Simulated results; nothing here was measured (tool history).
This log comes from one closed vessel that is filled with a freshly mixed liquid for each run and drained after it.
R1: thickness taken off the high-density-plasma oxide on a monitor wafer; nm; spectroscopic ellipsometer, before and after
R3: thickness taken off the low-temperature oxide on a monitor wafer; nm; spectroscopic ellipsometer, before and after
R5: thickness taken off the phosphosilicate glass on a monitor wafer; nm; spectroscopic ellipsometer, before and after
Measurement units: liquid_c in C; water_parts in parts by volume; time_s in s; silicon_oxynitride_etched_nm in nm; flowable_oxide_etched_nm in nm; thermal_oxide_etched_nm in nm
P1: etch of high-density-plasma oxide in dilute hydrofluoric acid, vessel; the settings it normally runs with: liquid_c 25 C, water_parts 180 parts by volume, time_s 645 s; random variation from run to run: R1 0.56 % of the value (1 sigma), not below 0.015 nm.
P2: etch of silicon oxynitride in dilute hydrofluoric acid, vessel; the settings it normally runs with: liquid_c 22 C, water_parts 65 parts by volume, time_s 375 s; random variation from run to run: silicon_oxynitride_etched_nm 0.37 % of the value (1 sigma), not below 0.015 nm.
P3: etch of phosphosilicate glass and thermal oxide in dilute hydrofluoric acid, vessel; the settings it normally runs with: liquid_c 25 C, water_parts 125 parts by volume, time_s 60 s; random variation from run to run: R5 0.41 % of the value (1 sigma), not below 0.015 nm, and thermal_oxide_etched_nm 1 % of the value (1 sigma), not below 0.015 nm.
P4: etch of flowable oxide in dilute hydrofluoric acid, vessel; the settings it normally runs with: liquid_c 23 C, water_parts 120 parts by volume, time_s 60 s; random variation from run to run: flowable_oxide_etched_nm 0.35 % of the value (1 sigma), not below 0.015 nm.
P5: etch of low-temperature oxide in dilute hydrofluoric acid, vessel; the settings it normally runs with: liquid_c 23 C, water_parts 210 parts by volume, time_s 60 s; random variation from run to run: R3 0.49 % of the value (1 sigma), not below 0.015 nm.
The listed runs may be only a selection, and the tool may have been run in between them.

run 1 hour=15 | process=P1 liquid_c=25 water_parts=180 time_s=645 | R1=17.473
run 2 hour=30.5 | process=P2 liquid_c=17 water_parts=65 time_s=375 | silicon_oxynitride_etched_nm=11.522
run 3 hour=49.4 | process=P1 liquid_c=25 water_parts=180 time_s=645 | R1=17.463
run 4 hour=61.8 | process=P1 liquid_c=25 water_parts=70 time_s=645 | R1=51.411
run 5 hour=74.6 | process=P2 liquid_c=22 water_parts=65 time_s=375 | silicon_oxynitride_etched_nm=14.8
run 6 hour=93.5 | process=P5 liquid_c=23 water_parts=210 time_s=60 | R3=6.3726
run 7 hour=104.4 | process=P1 liquid_c=25 water_parts=180 time_s=215 | R1=5.8333
run 8 hour=121.1 | process=P4 liquid_c=23 water_parts=35 time_s=60 | flowable_oxide_etched_nm=78.128
run 9 hour=136.5 | process=P2 liquid_c=22 water_parts=65 time_s=375 | silicon_oxynitride_etched_nm=14.732
run 10 hour=154.7 | process=P3 liquid_c=25 water_parts=125 time_s=60 | R5=37.985 thermal_oxide_etched_nm=2.3301
run 11 hour=164.3 | process=P5 liquid_c=23 water_parts=210 time_s=95 | R3=10.086
run 12 hour=175.8 | process=P1 liquid_c=25 water_parts=70 time_s=1065 | R1=84.934
run 13 hour=192.6 | process=P3 liquid_c=18.5 water_parts=125 time_s=60 | R5=29.522 thermal_oxide_etched_nm=1.8754
run 14 hour=208 | process=P1 liquid_c=25 water_parts=180 time_s=1225 | R1=33.156
run 15 hour=218.3 | process=P1 liquid_c=21.5 water_parts=290 time_s=645 | R1=8.5088
run 16 hour=234.3 | process=P4 liquid_c=23 water_parts=120 time_s=95 | flowable_oxide_etched_nm=32.423
run 17 hour=253 | process=P1 liquid_c=17 water_parts=105 time_s=645 | R1=23.937
run 18 hour=266.2 | process=P3 liquid_c=25 water_parts=175 time_s=60 | R5=25.63 thermal_oxide_etched_nm=1.6498
run 19 hour=282.7 | process=P4 liquid_c=23 water_parts=120 time_s=60 | flowable_oxide_etched_nm=20.488
run 20 hour=301.3 | process=P2 liquid_c=22 water_parts=100 time_s=375 | silicon_oxynitride_etched_nm=9.3366
run 21 hour=313.8 | process=P1 liquid_c=25 water_parts=180 time_s=645 | R1=17.438
run 22 hour=330.9 | process=P4 liquid_c=23 water_parts=120 time_s=60 | flowable_oxide_etched_nm=20.519
run 23 hour=340.2 | process=P1 liquid_c=25 water_parts=180 time_s=645 | R1=17.454
run 24 hour=354.8 | process=P1 liquid_c=25 water_parts=310 time_s=645 | R1=8.8892
run 25 hour=367 | process=P2 liquid_c=22 water_parts=65 time_s=125 | silicon_oxynitride_etched_nm=4.8735
run 26 hour=375.5 | process=P3 liquid_c=25 water_parts=125 time_s=105 | R5=66.831 thermal_oxide_etched_nm=4.1896
run 27 hour=392.5 | process=P1 liquid_c=28.5 water_parts=180 time_s=645 | R1=19.789
run 28 hour=409.3 | process=P1 liquid_c=17.5 water_parts=180 time_s=645 | R1=13.075
run 29 hour=428.1 | process=P3 liquid_c=25 water_parts=125 time_s=60 | R5=38.145 thermal_oxide_etched_nm=2.4468
run 30 hour=441.6 | process=P5 liquid_c=18.5 water_parts=210 time_s=60 | R3=5.3662
run 31 hour=458.6 | process=P5 liquid_c=23 water_parts=115 time_s=60 | R3=12.911
run 32 hour=467.4 | process=P4 liquid_c=27.5 water_parts=120 time_s=60 | flowable_oxide_etched_nm=24.392
run 33 hour=486.5 | process=P1 liquid_c=25 water_parts=180 time_s=645 | R1=17.682
run 34 hour=498 | process=P1 liquid_c=25 water_parts=180 time_s=645 | R1=17.076
run 35 hour=507.8 | process=P1 liquid_c=25 water_parts=180 time_s=645 | R1=16.825
run 36 hour=519.4 | process=P1 liquid_c=25 water_parts=180 time_s=645 | R1=16.55
run 37 hour=538.1 | process=P1 liquid_c=25 water_parts=180 time_s=645 | R1=16.415
run 38 hour=555.4 | process=P1 liquid_c=25 water_parts=180 time_s=645 | R1=16.323
run 39 hour=574.9 | process=P1 liquid_c=25 water_parts=180 time_s=645 | R1=16.377

The log shows P1 creeping away from where it was. Any of the 2 causes listed here, at the size stated for it, fits the log just as well as the others:
A: liquid colder than its thermometer reads (K) = 1.92
B: hydrofluoric acid flow below the setpoint (%) = 5.77
The process output started creeping at around hour 486.5.

Which of the 4 check runs listed below separates the causes, so that each cause would produce a clearly different result? Each run uses one wafer, and its results are marked with question marks.
run check 1 hour=594.4 | process=P4 liquid_c=23 water_parts=120 time_s=60 | flowable_oxide_etched_nm=?
run check 2 hour=594.4 | process=P5 liquid_c=23 water_parts=210 time_s=60 | R3=?
run check 3 hour=594.4 | process=P2 liquid_c=22 water_parts=65 time_s=375 | silicon_oxynitride_etched_nm=?
run check 4 hour=594.4 | process=P3 liquid_c=25 water_parts=125 time_s=60 | R5=? thermal_oxide_etched_nm=?

What every check run would give for each of its results, assuming each possible cause in turn:
check=check_1 result=flowable_oxide_etched_nm if_A=18.962 if_B=19.122
check=check_2 result=R3 if_A=5.9165 if_B=5.9127
check=check_3 result=silicon_oxynitride_etched_nm if_A=13.449 if_B=13.893
check=check_4 result=R5 if_A=35.418 if_B=35.633
check=check_4 result=thermal_oxide_etched_nm if_A=2.2301 if_B=2.2437
Per check, the gap between the least separated pair of causes, taken in the result that splits them most: check 1 0.84 %; check 2 0.07 %; check 3 3.24 %; check 4 0.61 %
Check 3 distinguishes between the causes, while the remaining checks would return nearly the same result for all of them.

Check 3 was carried out, with these results: silicon_oxynitride_etched_nm 13.816 nm. Which of the listed causes is responsible?

It is B: hydrofluoric acid flow below the setpoint (%).
